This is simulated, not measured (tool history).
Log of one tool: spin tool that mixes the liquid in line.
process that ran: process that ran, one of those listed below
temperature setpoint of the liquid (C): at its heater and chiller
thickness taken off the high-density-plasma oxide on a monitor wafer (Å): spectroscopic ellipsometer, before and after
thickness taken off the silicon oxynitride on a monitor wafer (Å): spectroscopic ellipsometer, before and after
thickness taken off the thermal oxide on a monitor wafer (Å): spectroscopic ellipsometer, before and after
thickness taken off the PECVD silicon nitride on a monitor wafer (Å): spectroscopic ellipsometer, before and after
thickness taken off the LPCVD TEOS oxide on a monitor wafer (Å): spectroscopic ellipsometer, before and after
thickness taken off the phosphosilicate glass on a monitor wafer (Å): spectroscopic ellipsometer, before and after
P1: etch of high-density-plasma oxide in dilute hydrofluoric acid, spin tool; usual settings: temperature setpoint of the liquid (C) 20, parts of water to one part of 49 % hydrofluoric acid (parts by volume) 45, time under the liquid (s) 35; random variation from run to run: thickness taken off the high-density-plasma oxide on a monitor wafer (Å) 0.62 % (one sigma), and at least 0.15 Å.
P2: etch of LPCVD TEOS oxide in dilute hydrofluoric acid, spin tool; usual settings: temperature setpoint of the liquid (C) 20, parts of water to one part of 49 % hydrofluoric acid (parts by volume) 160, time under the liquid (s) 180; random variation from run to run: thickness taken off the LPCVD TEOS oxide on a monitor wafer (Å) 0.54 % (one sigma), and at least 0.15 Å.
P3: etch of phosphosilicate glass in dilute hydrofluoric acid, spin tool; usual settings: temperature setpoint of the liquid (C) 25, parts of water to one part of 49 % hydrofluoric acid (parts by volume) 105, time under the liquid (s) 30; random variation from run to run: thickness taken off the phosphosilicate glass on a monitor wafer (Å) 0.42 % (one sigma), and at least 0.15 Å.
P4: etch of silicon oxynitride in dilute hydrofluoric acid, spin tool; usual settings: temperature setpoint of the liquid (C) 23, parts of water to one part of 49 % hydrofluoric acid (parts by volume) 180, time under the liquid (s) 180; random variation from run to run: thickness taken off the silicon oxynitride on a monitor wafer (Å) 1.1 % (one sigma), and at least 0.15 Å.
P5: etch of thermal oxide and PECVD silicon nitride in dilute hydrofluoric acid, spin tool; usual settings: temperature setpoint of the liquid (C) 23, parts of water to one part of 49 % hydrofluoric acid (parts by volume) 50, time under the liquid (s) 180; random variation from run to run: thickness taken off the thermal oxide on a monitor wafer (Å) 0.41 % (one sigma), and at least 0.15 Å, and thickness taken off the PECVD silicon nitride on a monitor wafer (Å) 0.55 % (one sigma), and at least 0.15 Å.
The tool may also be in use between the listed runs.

run   hour  process that ran  temperature setpoint of the liquid (C)  parts of water to one part of 49 % hydrofluoric acid (parts by volume)  time under the liquid (s)  hours since the thermometer was replaced  hours since the hydrofluoric acid flow meter was replaced  thickness taken off the high-density-plasma oxide on a monitor wafer (Å)  thickness taken off the silicon oxynitride on a monitor wafer (Å)  thickness taken off the thermal oxide on a monitor wafer (Å)  thickness taken off the PECVD silicon nitride on a monitor wafer (Å)  thickness taken off the LPCVD TEOS oxide on a monitor wafer (Å)  thickness taken off the phosphosilicate glass on a monitor wafer (Å)
  1    8.1                P1                                      20                                                                      45                         35                                    1432.2                                                      267.7                                                                      47.4
  2   16.1                P1                                      17                                                                      70                         35                                    1440.2                                                      275.7                                                                    26.071
  3   24.2                P4                                    30.5                                                                     180                        180                                    1448.3                                                      283.8                                                                                                                                       35.132
  4     31                P1                                      20                                                                      45                         35                                    1455.1                                                      290.6                                                                    47.285
  5   37.6                P5                                      23                                                                      50                         35                                    1461.7                                                      297.2                                                                                                                                                                                                     32.915                                                                 36.31
  6   44.4                P4                                      23                                                                     180                        180                                    1468.5                                                        304                                                                                                                                       25.054
  7   50.7                P2                                      20                                                                     160                        180                                    1474.8                                                      310.3                                                                                                                                                                                                                                                                                                                                            165.67
  8   56.2                P1                                      28                                                                      45                         35                                    1480.3                                                      315.8                                                                    66.535
  9   62.7                P3                                      25                                                                     105                         15                                    1486.8                                                      322.3                                                                                                                                                                                                                                                                                                                                                                                                                  184.36
 10     70                P2                                      17                                                                     160                        180                                    1494.1                                                      329.6                                                                                                                                                                                                                                                                                                                                            145.14
 11   75.6                P4                                      23                                                                      55                        180                                    1499.7                                                      335.2                                                                                                                                       90.071
 12   82.3                P4                                      23                                                                     180                        180                                    1506.4                                                      341.9                                                                                                                                       25.063
 13   88.8                P2                                      20                                                                     160                        180                                    1512.9                                                      348.4                                                                                                                                                                                                                                                                                                                                            163.31
 14   94.1                P2                                      20                                                                     160                         75                                    1518.2                                                      353.7                                                                                                                                                                                                                                                                                                                                            68.247
        96  -- hydrofluoric acid flow meter replaced
 15  100.7                P5                                    17.5                                                                      50                        180                                    1524.8                                                        4.7                                                                                                                                                                                                     134.04                                                                127.37
 16  107.9                P3                                      25                                                                      50                         30                                      1532                                                       11.9                                                                                                                                                                                                                                                                                                                                                                                                                  832.81
 17  112.8                P5                                      23                                                                      50                        180                                    1536.9                                                       16.8                                                                                                                                                                                                     168.84                                                                188.21
 18  121.2                P5                                      23                                                                      50                        180                                    1545.3                                                       25.2                                                                                                                                                                                                     167.39                                                                186.48
 19  127.8                P1                                      20                                                                      45                         35                                    1551.9                                                       31.8                                                                    47.346
 20    135                P1                                      20                                                                      45                         15                                    1559.1                                                         39                                                                    19.884
 21  142.2                P5                                      23                                                                      20                        180                                    1566.3                                                       46.2                                                                                                                                                                                                     440.54                                                                452.73
 22  148.7                P1                                      20                                                                      45                         35                                    1572.8                                                       52.7                                                                    47.354
 23  157.9                P1                                      20                                                                      20                         35                                      1582                                                       61.9                                                                    109.25
 24  165.4                P1                                    24.5                                                                      45                         15                                    1589.5                                                       69.4                                                                     24.48
 25  170.2                P3                                      17                                                                     105                         30                                    1594.3                                                       74.2                                                                                                                                                                                                                                                                                                                                                                                                                  267.23
 26  177.3                P1                                      20                                                                      65                         35                                    1601.4                                                       81.3                                                                    31.699
 27  185.5                P4                                      23                                                                     180                         90                                    1609.6                                                       89.5                                                                                                                                       12.484
 28  193.7                P1                                      17                                                                      45                         35                                    1617.8                                                       97.7                                                                    41.417
 29    203                P3                                      25                                                                     105                         30                                    1627.1                                                        107                                                                                                                                                                                                                                                                                                                                                                                                                  367.84
 30  209.2                P1                                      20                                                                      45                         55                                    1633.3                                                      113.2                                                                    74.078
 31  215.4                P2                                      20                                                                     265                        180                                    1639.5                                                      119.4                                                                                                                                                                                                                                                                                                                                            89.437
 32  224.5                P1                                      20                                                                      45                         35                                    1648.6                                                      128.5                                                                    47.519
 33  231.3                P1                                      20                                                                      45                         35                                    1655.4                                                      135.3                                                                    48.272
 34  239.6                P1                                      20                                                                      45                         35                                    1663.7                                                      143.6                                                                    50.146
 35  243.8                P1                                      20                                                                      45                         35                                    1667.9                                                      147.8                                                                    50.455
 36  251.4                P1                                      20                                                                      45                         35                                    1675.5                                                      155.4                                                                    51.414
 37  257.4                P1                                      20                                                                      45                         35                                    1681.5                                                      161.4                                                                     51.64
 38  263.9                P1                                      20                                                                      45                         35                                      1688                                                      167.9                                                                    52.294
 39  271.3                P1                                      20                                                                      45                         35                                    1695.4                                                      175.3                                                                    51.741

What P1 gives has crept away from where it was. These 2 causes fit the log equally well, each at the size given:
A: liquid hotter than its thermometer reads (K) = 2.17
B: hydrofluoric acid flow above the setpoint (%) = 9.1
The creep began at about hour 224.5.

4 check runs are offered, one wafer each, their results left as question marks. Which one tells the causes apart?
check 1  278.7                P3                                    17.5                                                                     105                         30                                                                                                                                                                                                                                                                                                                                                                                                                                                                                                                            ?
check 2  278.7                P2                                      17                                                                     160                        180                                                                                                                                                                                                                                                                                                                                                                                                                                                      ?
check 3  278.7                P4                                      27                                                                     180                        105                                                                                                                                                                                                                                                 ?
check 4  278.7                P5                                    18.5                                                                      50                        180                                                                                                                                                                                                                                                                                                               ?                                                                     ?

What each check would give under each cause:
  check                                                                result    if A    if B
check 1  thickness taken off the phosphosilicate glass on a monitor wafer (Å)  297.75  299.64
check 2       thickness taken off the LPCVD TEOS oxide on a monitor wafer (Å)  158.26  160.25
check 3     thickness taken off the silicon oxynitride on a monitor wafer (Å)  19.223  19.337
check 4          thickness taken off the thermal oxide on a monitor wafer (Å)  153.36  153.28
check 4  thickness taken off the PECVD silicon nitride on a monitor wafer (Å)  159.46  149.16
How far apart the two closest causes lie, in the result that separates them most: check 1 0.63 %; check 2 1.25 %; check 3 0.59 %; check 4 6.68 %
Check 4 tells the causes apart: in the others they would give nearly the same result.

Then check 4 was run and gave: thickness taken off the thermal oxide on a monitor wafer (Å) 152.77; thickness taken off the PECVD silicon nitride on a monitor wafer (Å) 148.99. Which cause is it?

It is B: hydrofluoric acid flow above the setpoint (%).
